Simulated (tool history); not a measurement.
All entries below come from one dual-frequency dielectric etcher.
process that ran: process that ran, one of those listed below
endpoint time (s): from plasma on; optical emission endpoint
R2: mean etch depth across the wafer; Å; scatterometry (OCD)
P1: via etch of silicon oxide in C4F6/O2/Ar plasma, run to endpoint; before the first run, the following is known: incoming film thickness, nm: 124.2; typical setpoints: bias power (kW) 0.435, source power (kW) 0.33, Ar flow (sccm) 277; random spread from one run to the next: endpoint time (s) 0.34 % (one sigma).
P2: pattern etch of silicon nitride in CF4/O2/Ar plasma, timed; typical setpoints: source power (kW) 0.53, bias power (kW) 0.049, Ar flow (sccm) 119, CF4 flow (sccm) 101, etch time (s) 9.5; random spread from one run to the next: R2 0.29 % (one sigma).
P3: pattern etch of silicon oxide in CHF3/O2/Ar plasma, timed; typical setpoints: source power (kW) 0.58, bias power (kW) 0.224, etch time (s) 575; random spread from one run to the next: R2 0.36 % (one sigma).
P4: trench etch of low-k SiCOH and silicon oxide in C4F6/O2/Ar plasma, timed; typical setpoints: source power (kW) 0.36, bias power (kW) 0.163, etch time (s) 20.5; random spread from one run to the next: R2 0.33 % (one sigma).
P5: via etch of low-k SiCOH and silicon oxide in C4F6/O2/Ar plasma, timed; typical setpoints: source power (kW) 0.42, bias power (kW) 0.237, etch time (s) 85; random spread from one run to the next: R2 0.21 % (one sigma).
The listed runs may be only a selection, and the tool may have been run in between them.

run 1 day=0.279 | process_that_ran=P1 bias_power_(kW)=0.435 source_power_(kW)=0.33 Ar_flow_(sccm)=277 | endpoint_time_(s)=31.503
run 2 day=0.475 | process_that_ran=P1 bias_power_(kW)=0.435 source_power_(kW)=0.33 Ar_flow_(sccm)=368 | endpoint_time_(s)=32.509
run 3 day=0.842 | process_that_ran=P1 bias_power_(kW)=0.435 source_power_(kW)=0.43 Ar_flow_(sccm)=277 | endpoint_time_(s)=28.516
run 4 day=1.067 | process_that_ran=P1 bias_power_(kW)=0.319 source_power_(kW)=0.33 Ar_flow_(sccm)=324 | endpoint_time_(s)=36.018
run 5 day=1.388 | process_that_ran=P2 bias_power_(kW)=0.049 source_power_(kW)=0.53 Ar_flow_(sccm)=87 CF4_flow_(sccm)=101 etch_time_(s)=9.5 | R2=190.29
run 6 day=1.762 | process_that_ran=P1 bias_power_(kW)=0.31 source_power_(kW)=0.33 Ar_flow_(sccm)=277 | endpoint_time_(s)=35.573
run 7 day=2.129 | process_that_ran=P1 bias_power_(kW)=0.435 source_power_(kW)=0.33 Ar_flow_(sccm)=277 | endpoint_time_(s)=31.506
-- day=2.229 source power generator calibrated
run 8 day=2.346 | process_that_ran=P1 bias_power_(kW)=0.435 source_power_(kW)=0.33 Ar_flow_(sccm)=180 | endpoint_time_(s)=30.119
run 9 day=2.671 | process_that_ran=P3 bias_power_(kW)=0.144 source_power_(kW)=0.58 etch_time_(s)=575 | R2=10192
run 10 day=3.071 | process_that_ran=P1 bias_power_(kW)=0.363 source_power_(kW)=0.33 Ar_flow_(sccm)=176 | endpoint_time_(s)=32.002
run 11 day=3.35 | process_that_ran=P1 bias_power_(kW)=0.435 source_power_(kW)=0.33 Ar_flow_(sccm)=277 | endpoint_time_(s)=31.485
run 12 day=3.575 | process_that_ran=P4 bias_power_(kW)=0.163 source_power_(kW)=0.28 etch_time_(s)=20.5 | R2=520.3
-- day=3.592 Ar flow controller replaced
run 13 day=3.929 | process_that_ran=P5 bias_power_(kW)=0.237 source_power_(kW)=0.42 etch_time_(s)=85 | R2=2673
run 14 day=4.325 | process_that_ran=P3 bias_power_(kW)=0.224 source_power_(kW)=0.45 etch_time_(s)=575 | R2=10757
run 15 day=4.658 | process_that_ran=P5 bias_power_(kW)=0.237 source_power_(kW)=0.42 etch_time_(s)=57.5 | R2=1810.9
-- day=4.662 bias power generator calibrated
run 16 day=4.954 | process_that_ran=P2 bias_power_(kW)=0.049 source_power_(kW)=0.53 Ar_flow_(sccm)=119 CF4_flow_(sccm)=138 etch_time_(s)=9.5 | R2=189.35
run 17 day=5.146 | process_that_ran=P1 bias_power_(kW)=0.435 source_power_(kW)=0.42 Ar_flow_(sccm)=215 | endpoint_time_(s)=27.874
run 18 day=5.558 | process_that_ran=P5 bias_power_(kW)=0.237 source_power_(kW)=0.42 etch_time_(s)=85 | R2=2664.5
run 19 day=5.808 | process_that_ran=P1 bias_power_(kW)=0.435 source_power_(kW)=0.33 Ar_flow_(sccm)=277 | endpoint_time_(s)=31.431
run 20 day=6.192 | process_that_ran=P1 bias_power_(kW)=0.435 source_power_(kW)=0.33 Ar_flow_(sccm)=277 | endpoint_time_(s)=31.392
run 21 day=6.496 | process_that_ran=P2 bias_power_(kW)=0.049 source_power_(kW)=0.31 Ar_flow_(sccm)=119 CF4_flow_(sccm)=101 etch_time_(s)=9.5 | R2=114.67
run 22 day=6.904 | process_that_ran=P3 bias_power_(kW)=0.224 source_power_(kW)=0.58 etch_time_(s)=859 | R2=17746
run 23 day=7.192 | process_that_ran=P2 bias_power_(kW)=0.049 source_power_(kW)=0.53 Ar_flow_(sccm)=119 CF4_flow_(sccm)=101 etch_time_(s)=9.5 | R2=183.47
run 24 day=7.404 | process_that_ran=P4 bias_power_(kW)=0.109 source_power_(kW)=0.36 etch_time_(s)=20.5 | R2=506.44
run 25 day=7.662 | process_that_ran=P2 bias_power_(kW)=0.049 source_power_(kW)=0.53 Ar_flow_(sccm)=119 CF4_flow_(sccm)=101 etch_time_(s)=5 | R2=96.374
run 26 day=7.892 | process_that_ran=P5 bias_power_(kW)=0.161 source_power_(kW)=0.42 etch_time_(s)=85 | R2=2352.8
run 27 day=8.104 | process_that_ran=P5 bias_power_(kW)=0.237 source_power_(kW)=0.56 etch_time_(s)=85 | R2=2983.8
run 28 day=8.462 | process_that_ran=P1 bias_power_(kW)=0.615 source_power_(kW)=0.33 Ar_flow_(sccm)=277 | endpoint_time_(s)=27.639
run 29 day=8.654 | process_that_ran=P1 bias_power_(kW)=0.435 source_power_(kW)=0.33 Ar_flow_(sccm)=277 | endpoint_time_(s)=31.496
run 30 day=8.842 | process_that_ran=P4 bias_power_(kW)=0.163 source_power_(kW)=0.36 etch_time_(s)=20.5 | R2=569.41
run 31 day=9.188 | process_that_ran=P3 bias_power_(kW)=0.224 source_power_(kW)=0.58 etch_time_(s)=575 | R2=11894
run 32 day=9.479 | process_that_ran=P1 bias_power_(kW)=0.435 source_power_(kW)=0.24 Ar_flow_(sccm)=277 | endpoint_time_(s)=35.499
run 33 day=9.775 | process_that_ran=P2 bias_power_(kW)=0.038 source_power_(kW)=0.53 Ar_flow_(sccm)=119 CF4_flow_(sccm)=101 etch_time_(s)=9.5 | R2=167.34
run 34 day=10.033 | process_that_ran=P4 bias_power_(kW)=0.163 source_power_(kW)=0.36 etch_time_(s)=30 | R2=835.99
run 35 day=10.321 | process_that_ran=P3 bias_power_(kW)=0.224 source_power_(kW)=0.58 etch_time_(s)=575 | R2=11808
run 36 day=10.638 | process_that_ran=P1 bias_power_(kW)=0.435 source_power_(kW)=0.33 Ar_flow_(sccm)=277 | endpoint_time_(s)=31.532
run 37 day=10.946 | process_that_ran=P1 bias_power_(kW)=0.435 source_power_(kW)=0.33 Ar_flow_(sccm)=277 | endpoint_time_(s)=31.477
run 38 day=11.146 | process_that_ran=P1 bias_power_(kW)=0.435 source_power_(kW)=0.33 Ar_flow_(sccm)=277 | endpoint_time_(s)=31.572
run 39 day=11.492 | process_that_ran=P1 bias_power_(kW)=0.435 source_power_(kW)=0.33 Ar_flow_(sccm)=277 | endpoint_time_(s)=31.917
run 40 day=11.762 | process_that_ran=P1 bias_power_(kW)=0.435 source_power_(kW)=0.33 Ar_flow_(sccm)=277 | endpoint_time_(s)=31.674
run 41 day=11.962 | process_that_ran=P1 bias_power_(kW)=0.435 source_power_(kW)=0.33 Ar_flow_(sccm)=277 | endpoint_time_(s)=31.816
run 42 day=12.229 | process_that_ran=P1 bias_power_(kW)=0.435 source_power_(kW)=0.33 Ar_flow_(sccm)=277 | endpoint_time_(s)=31.979
-- day=12.25 Ar flow controller replaced
-- day=12.454 wet clean of the chamber
run 43 day=12.504 | process_that_ran=P1 bias_power_(kW)=0.435 source_power_(kW)=0.33 Ar_flow_(sccm)=277 | endpoint_time_(s)=31.795
run 44 day=12.717 | process_that_ran=P1 bias_power_(kW)=0.435 source_power_(kW)=0.33 Ar_flow_(sccm)=277 | endpoint_time_(s)=32.047
run 45 day=13.079 | process_that_ran=P1 bias_power_(kW)=0.435 source_power_(kW)=0.33 Ar_flow_(sccm)=277 | endpoint_time_(s)=32.119
run 46 day=13.479 | process_that_ran=P1 bias_power_(kW)=0.435 source_power_(kW)=0.33 Ar_flow_(sccm)=277 | endpoint_time_(s)=32.183
run 47 day=13.679 | process_that_ran=P1 bias_power_(kW)=0.435 source_power_(kW)=0.33 Ar_flow_(sccm)=277 | endpoint_time_(s)=31.924
run 48 day=13.858 | process_that_ran=P1 bias_power_(kW)=0.435 source_power_(kW)=0.33 Ar_flow_(sccm)=277 | endpoint_time_(s)=31.833

The log shows P1 creeping away from where it was. Any of the 2 causes listed here, at the size stated for it, fits the log just as well as the others:
A: source power that arrives under what is set, % = 4.49
B: bias power that arrives under what is set, % = 4.5
The drift started at roughly day 10.946.
All other causes, with the reason each is excluded:
chamber walls in a state that lowers the etch rate, %: its service at day 12.454 followed the start of the drift and did not put the process back to its old value
Ar flow that arrives over what is set, %: its service at day 12.25 followed the start of the drift and did not put the process back to its old value

Listed below are the offered check runs, one wafer per run, with question marks in place of results. For which of them would the causes give clearly different outcomes?
run check 1 day=14.038 | process_that_ran=P5 bias_power_(kW)=0.183 source_power_(kW)=0.42 etch_time_(s)=85 | R2=?
run check 2 day=14.038 | process_that_ran=P4 bias_power_(kW)=0.122 source_power_(kW)=0.36 etch_time_(s)=29.5 | R2=?
run check 3 day=14.038 | process_that_ran=P2 bias_power_(kW)=0.049 source_power_(kW)=0.53 Ar_flow_(sccm)=119 CF4_flow_(sccm)=128 etch_time_(s)=6 | R2=?
run check 4 day=14.038 | process_that_ran=P3 bias_power_(kW)=0.164 source_power_(kW)=0.58 etch_time_(s)=822.5 | R2=?

Check results expected under each cause:
check=check_1 result=R2 if_A=2412.7 if_B=2420.9
check=check_2 result=R2 if_A=740.15 if_B=743.84
check=check_3 result=R2 if_A=114.14 if_B=116.82
check=check_4 result=R2 if_A=14926 if_B=14963
Distance between the nearest two causes, measured in the result of the check that separates them most: check 1 0.34 %; check 2 0.5 %; check 3 2.33 %; check 4 0.25 %
Only in check 3 would the causes give clearly different results; in the remaining checks their results would be nearly the same.

Check 3 was carried out, with these results: R2 116.84 Å. Which of the listed causes is responsible?

The correct cause is B, namely: bias power that arrives under what is set, %.

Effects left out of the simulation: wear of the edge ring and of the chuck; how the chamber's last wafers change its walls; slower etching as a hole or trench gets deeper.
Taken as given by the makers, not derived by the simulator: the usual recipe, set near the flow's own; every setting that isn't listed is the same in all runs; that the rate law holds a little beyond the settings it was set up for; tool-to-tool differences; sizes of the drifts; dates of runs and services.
